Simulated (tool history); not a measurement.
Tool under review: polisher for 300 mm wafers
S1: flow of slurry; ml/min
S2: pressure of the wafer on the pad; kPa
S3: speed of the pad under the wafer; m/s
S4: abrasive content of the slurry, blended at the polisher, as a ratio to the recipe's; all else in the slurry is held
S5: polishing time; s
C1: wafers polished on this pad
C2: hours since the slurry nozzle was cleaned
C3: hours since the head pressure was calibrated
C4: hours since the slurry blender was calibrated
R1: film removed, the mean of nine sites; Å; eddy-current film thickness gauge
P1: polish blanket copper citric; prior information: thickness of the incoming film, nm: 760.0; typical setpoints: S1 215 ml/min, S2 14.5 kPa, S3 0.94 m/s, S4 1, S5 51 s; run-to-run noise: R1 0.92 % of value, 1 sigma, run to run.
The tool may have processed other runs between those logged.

Run 1, hour 4.2: S1 215 ml/min, S2 14.5 kPa, S3 0.94 m/s, S4 1, S5 51 s; C1 700; C2 74.6; C3 224.8; C4 101.6. Result: R1 810.8 Å.
Run 2, hour 7.8: S1 215 ml/min, S2 14.5 kPa, S3 0.46 m/s, S4 1, S5 51 s; C1 727; C2 78.2; C3 228.4; C4 105.2. Result: R1 415.3 Å.
Run 3, hour 11.8: S1 130 ml/min, S2 14.5 kPa, S3 0.94 m/s, S4 1, S5 51 s; C1 757; C2 82.2; C3 232.4; C4 109.2. Result: R1 747.63 Å.
Run 4, hour 15.6: S1 215 ml/min, S2 11 kPa, S3 1.24 m/s, S4 1, S5 51 s; C1 785; C2 86; C3 236.2; C4 113. Result: R1 796.28 Å.
Run 5, hour 17.9: S1 215 ml/min, S2 8.3 kPa, S3 0.94 m/s, S4 1, S5 51 s; C1 803; C2 88.3; C3 238.5; C4 115.3. Result: R1 478.46 Å.
Run 6, hour 21.8: S1 215 ml/min, S2 9 kPa, S3 0.48 m/s, S4 1, S5 51 s; C1 832; C2 92.2; C3 242.4; C4 119.2. Result: R1 276.73 Å.
Run 7, hour 24.6: S1 215 ml/min, S2 14.5 kPa, S3 0.94 m/s, S4 1, S5 51 s; C1 853; C2 95; C3 245.2; C4 122. Result: R1 809.89 Å.
Run 8, hour 27.2: S1 215 ml/min, S2 14.5 kPa, S3 0.94 m/s, S4 0.5, S5 51 s; C1 872; C2 97.6; C3 247.8; C4 124.6. Result: R1 692.59 Å.
Run 9, hour 30.6: S1 285 ml/min, S2 14.5 kPa, S3 0.94 m/s, S4 1, S5 51 s; C1 898; C2 101; C3 251.2; C4 128. Result: R1 836.76 Å.
Run 10, hour 33.1: S1 215 ml/min, S2 14.5 kPa, S3 0.94 m/s, S4 1.45, S5 51 s; C1 917; C2 103.5; C3 253.7; C4 130.5. Result: R1 865.68 Å.
Run 11, hour 36.8: S1 215 ml/min, S2 14.5 kPa, S3 0.6 m/s, S4 1, S5 35 s; C1 944; C2 107.2; C3 257.4; C4 134.2. Result: R1 355.88 Å.
Run 12, hour 39.4: S1 215 ml/min, S2 14.5 kPa, S3 1.18 m/s, S4 1, S5 51 s; C1 964; C2 109.8; C3 260; C4 136.8. Result: R1 1008.8 Å.
Run 13, hour 43.4: S1 215 ml/min, S2 14.5 kPa, S3 0.94 m/s, S4 1, S5 51 s; C1 994; C2 113.8; C3 264; C4 140.8. Result: R1 795.98 Å.
Run 14, hour 47.8: S1 215 ml/min, S2 14.5 kPa, S3 0.94 m/s, S4 1, S5 73 s; C1 1027; C2 118.2; C3 268.4; C4 145.2. Result: R1 1141 Å.
Run 15, hour 50.6: S1 215 ml/min, S2 14.5 kPa, S3 0.94 m/s, S4 1, S5 51 s; C1 1048; C2 121; C3 271.2; C4 148. Result: R1 810.75 Å.
Run 16, hour 54.4: S1 215 ml/min, S2 14.5 kPa, S3 0.94 m/s, S4 1, S5 24 s; C1 1077; C2 124.8; C3 275; C4 151.8. Result: R1 376.06 Å.
Run 17, hour 56.7: S1 215 ml/min, S2 18.6 kPa, S3 0.94 m/s, S4 1, S5 51 s; C1 1094; C2 127.1; C3 277.3; C4 154.1. Result: R1 1022 Å.
Run 18, hour 58.9: S1 215 ml/min, S2 14.5 kPa, S3 0.94 m/s, S4 1, S5 51 s; C1 1110; C2 129.3; C3 279.5; C4 156.3. Result: R1 821.94 Å.
Run 19, hour 62.3: S1 215 ml/min, S2 14.5 kPa, S3 0.94 m/s, S4 1, S5 51 s; C1 1136; C2 132.7; C3 282.9; C4 159.7. Result: R1 810.81 Å.
Run 20, hour 65.9: S1 215 ml/min, S2 14.5 kPa, S3 0.94 m/s, S4 1, S5 51 s; C1 1163; C2 136.3; C3 286.5; C4 163.3. Result: R1 792.13 Å.
Run 21, hour 69.7: S1 215 ml/min, S2 14.5 kPa, S3 0.94 m/s, S4 1, S5 51 s; C1 1191; C2 140.1; C3 290.3; C4 167.1. Result: R1 778.31 Å.
Run 22, hour 73: S1 215 ml/min, S2 14.5 kPa, S3 0.94 m/s, S4 1, S5 51 s; C1 1216; C2 143.4; C3 293.6; C4 170.4. Result: R1 768.3 Å.
Run 23, hour 75.4: S1 215 ml/min, S2 14.5 kPa, S3 0.94 m/s, S4 1, S5 51 s; C1 1234; C2 145.8; C3 296; C4 172.8. Result: R1 764.9 Å.
At hour 76.8: slurry blender recalibrated.
At hour 77.4: head pressure recalibrated.
Run 24, hour 78.1: S1 215 ml/min, S2 14.5 kPa, S3 0.94 m/s, S4 1, S5 51 s; C1 1254; C2 148.5; C3 0.8; C4 1.4. Result: R1 771.51 Å.
Run 25, hour 81: S1 215 ml/min, S2 14.5 kPa, S3 0.94 m/s, S4 1, S5 51 s; C1 1276; C2 151.4; C3 3.7; C4 4.3. Result: R1 754.9 Å.
Run 26, hour 84.7: S1 215 ml/min, S2 14.5 kPa, S3 0.94 m/s, S4 1, S5 51 s; C1 1304; C2 155.1; C3 7.4; C4 8. Result: R1 750.18 Å.
Run 27, hour 89: S1 215 ml/min, S2 14.5 kPa, S3 0.94 m/s, S4 1, S5 51 s; C1 1336; C2 159.4; C3 11.7; C4 12.3. Result: R1 752.56 Å.

P1 has crept away from where it was. The log is fitted equally well by each of these 2 causes, at the sizes shown:
A: removal rate lost through wear of the pad, % = 6.62
B: slurry flow missing at the pad, % = 36.1
Onset of the creep was near hour 62.3.
All other causes, with the reason each is excluded:
head's pressure below its setpoint, %: serviced at hour 77.4, after the drift had started, without restoring the earlier output
abrasive missing from the slurry, %: serviced at hour 76.8, after the drift had started, without restoring the earlier output

Of the 4 check runs below, each run on 5 wafers with the results averaged and each result still a question mark, which one would tell the listed causes apart?
Run check 1, hour 93.3: S1 140 ml/min, S2 14.5 kPa, S3 0.94 m/s, S4 1, S5 31 s. Result: R1 ?.
Run check 2, hour 93.3: S1 215 ml/min, S2 14.5 kPa, S3 0.54 m/s, S4 1, S5 73 s. Result: R1 ?.
Run check 3, hour 93.3: S1 215 ml/min, S2 9.7 kPa, S3 0.94 m/s, S4 1, S5 51 s. Result: R1 ?.
Run check 4, hour 93.3: S1 215 ml/min, S2 14.5 kPa, S3 0.94 m/s, S4 0.75, S5 51 s. Result: R1 ?.

If the cause were each of the candidates in turn, the checks would give the following:
  check  result    if A    if B
check 1      R1  429.08  415.17
check 2      R1  636.05     636
check 3      R1  511.32  511.28
check 4      R1  709.09  709.04
Smallest distance between any two causes, each pair judged by its most separating result, in per cent: check 1 3.3 %; check 2 0.01 %; check 3 0.01 %; check 4 0.01 %
Check 1 distinguishes between the causes, while the remaining checks would return nearly the same result for all of them.

Then check 1 was run and gave: R1 414.14 Å. Which cause is it?

It is B: slurry flow missing at the pad, %.
